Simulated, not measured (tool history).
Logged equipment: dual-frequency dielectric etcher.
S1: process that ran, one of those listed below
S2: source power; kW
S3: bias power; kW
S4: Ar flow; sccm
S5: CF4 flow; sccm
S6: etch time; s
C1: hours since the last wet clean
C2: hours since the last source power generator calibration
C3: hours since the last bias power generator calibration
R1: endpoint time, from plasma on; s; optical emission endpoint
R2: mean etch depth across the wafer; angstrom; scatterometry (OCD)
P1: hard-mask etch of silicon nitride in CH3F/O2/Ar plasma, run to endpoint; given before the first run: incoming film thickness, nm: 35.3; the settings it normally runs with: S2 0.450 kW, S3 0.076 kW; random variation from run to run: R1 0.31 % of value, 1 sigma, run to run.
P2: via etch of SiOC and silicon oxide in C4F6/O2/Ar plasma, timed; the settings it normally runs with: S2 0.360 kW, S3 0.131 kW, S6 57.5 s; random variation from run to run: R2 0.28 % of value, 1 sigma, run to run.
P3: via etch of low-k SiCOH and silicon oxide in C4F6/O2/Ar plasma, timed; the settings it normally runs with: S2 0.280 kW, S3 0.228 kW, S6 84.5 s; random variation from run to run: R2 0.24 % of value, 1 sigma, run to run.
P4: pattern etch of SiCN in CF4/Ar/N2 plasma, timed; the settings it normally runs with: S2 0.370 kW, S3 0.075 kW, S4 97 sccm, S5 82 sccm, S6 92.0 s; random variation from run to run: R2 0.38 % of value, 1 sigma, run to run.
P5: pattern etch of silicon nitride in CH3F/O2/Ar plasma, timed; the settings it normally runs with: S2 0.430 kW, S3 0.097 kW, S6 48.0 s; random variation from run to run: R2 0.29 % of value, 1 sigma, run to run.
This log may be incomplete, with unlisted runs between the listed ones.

run   hour  S1     S2     S3  S4   S5     S6     C1     C2      C3      R1       R2
  1    7.1  P1  0.450  0.076                  219.4  597.0  2213.4  48.479
  2   14.2  P4  0.480  0.075  97   82   92.0  226.5  604.1  2220.5           891.62
  3   21.1  P5  0.430  0.136            48.0  233.4  611.0  2227.4           446.95
  4   31.8  P4  0.370  0.075  97   82   92.0  244.1  621.7  2238.1           706.44
  5   41.8  P4  0.370  0.075  97   82   92.0  254.1  631.7  2248.1           705.27
  6   47.7  P4  0.370  0.061  97   82   92.0  260.0  637.6  2254.0           656.95
  7   57.0  P2  0.360  0.131            57.5  269.3  646.9  2263.3           555.47
  8   68.0  P1  0.320  0.096                  280.3  657.9  2274.3  50.910
  9   75.0  P3  0.280  0.228            84.5  287.3  664.9  2281.3          2270.90
 10   81.7  P5  0.340  0.097            48.0  294.0  671.6  2288.0           361.36
 11   87.4  P3  0.280  0.228           110.5  299.7  677.3  2293.7          2961.90
 12   92.9  P1  0.450  0.054                  305.2  682.8  2299.2  54.534
 13   99.7  P2  0.360  0.180            57.5  312.0  689.6  2306.0           619.17
 14  108.2  P1  0.450  0.076                  320.5  698.1  2314.5  48.746
 15  118.5  P5  0.430  0.097            71.0  330.8  708.4  2324.8           585.45
 16  126.0  P4  0.370  0.075  71   82   92.0  338.3  715.9  2332.3           734.77
 17  136.0  P4  0.370  0.075  97  111   92.0  348.3  725.9  2342.3           731.34
 18  145.7  P1  0.590  0.055                  358.0  735.6  2352.0  48.890
 19  155.7  P2  0.360  0.131            40.0  368.0  745.6  2362.0           388.01
 20  165.2  P1  0.450  0.076                  377.5  755.1  2371.5  48.725
 21  171.5  P1  0.450  0.105                  383.8  761.4  2377.8  43.596
 22  178.2  P3  0.280  0.143            84.5  390.5  768.1  2384.5          1951.10
 23  189.4  P1  0.280  0.076                  401.7  779.3  2395.7  58.345
 24  200.8  P3  0.180  0.228            84.5  413.1  790.7  2407.1          1912.50
 25  213.3  P1  0.450  0.076                  425.6  803.2  2419.6  48.907
 26  223.3  P5  0.430  0.097            48.0  435.6  813.2  2429.6           395.16
 27  229.8  P1  0.450  0.076                  442.1  819.7  2436.1  48.765
 28  241.8  P1  0.320  0.052                  454.1  831.7  2448.1  63.094
 29  251.8  P2  0.360  0.131            57.5  464.1  841.7  2458.1           560.43
 30  262.1  P4  0.370  0.075  97   82  132.0  474.4  852.0  2468.4          1017.50
 31  268.4  P1  0.630  0.076                  480.7  858.3  2474.7  42.945
 32  277.8  P2  0.270  0.131            57.5  490.1  867.7  2484.1           497.08
 33  285.8  P1  0.450  0.076                  498.1  875.7  2492.1  48.823
 34  293.6  P1  0.450  0.076                  505.9  883.5  2499.9  49.224
 35  302.9  P1  0.450  0.076                  515.2  892.8  2509.2  48.777
 36  313.5  P1  0.450  0.076                  525.8  903.4  2519.8  49.152
 37  321.7  P1  0.450  0.076                  534.0  911.6  2528.0  49.096
 38  334.4  P1  0.450  0.076                  546.7  924.3  2540.7  49.531
     336.5  -- wet clean of the chamber
 39  341.0  P1  0.450  0.076                    4.5  930.9  2547.3  49.088
 40  351.7  P1  0.450  0.076                   15.2  941.6  2558.0  49.225
 41  363.4  P1  0.450  0.076                   26.9  953.3  2569.7  49.633
 42  371.7  P1  0.450  0.076                   35.2  961.6  2578.0  49.763

P1 no longer gives what it gave before; its output has crept away from where it was. The following 2 causes, each at its listed size, fit the log equally well:
A: bias power that arrives under what is set, % = 4.47
B: source power that arrives under what is set, % = 4.05
The onset of the drift is placed at about hour 285.8.
Ruled out, with reasons:
chamber walls in a state that lowers the etch rate, %: its service at hour 336.5 followed the start of the drift and did not put the process back to its old value

Each of the check runs listed below is run on 2 wafers and reports their average, with the results left as question marks. Pick the one under which the possible causes would lead to clearly different results.
check 1  380.0  P4  0.430  0.075  97  82  92.0                   ?
check 2  380.0  P3  0.280  0.159          84.5                   ?
check 3  380.0  P5  0.430  0.134          69.0                   ?
check 4  380.0  P2  0.360  0.164          57.5                   ?

How each check would come out, cause by cause:
  check  result     if A     if B
check 1      R2   792.34   776.00
check 2      R2  1987.10  1983.70
check 3      R2   630.31   631.79
check 4      R2   588.88   587.94
How far apart the two closest causes lie, in the result that separates them most: check 1 2.08 %; check 2 0.17 %; check 3 0.23 %; check 4 0.16 %
The causes can be told apart only by check 1. The other checks would give nearly the same results under each of them.

With check 1 done, the readings were: R2 779.04 angstrom. Identify which of the listed causes applies.

It is B: source power that arrives under what is set, %.

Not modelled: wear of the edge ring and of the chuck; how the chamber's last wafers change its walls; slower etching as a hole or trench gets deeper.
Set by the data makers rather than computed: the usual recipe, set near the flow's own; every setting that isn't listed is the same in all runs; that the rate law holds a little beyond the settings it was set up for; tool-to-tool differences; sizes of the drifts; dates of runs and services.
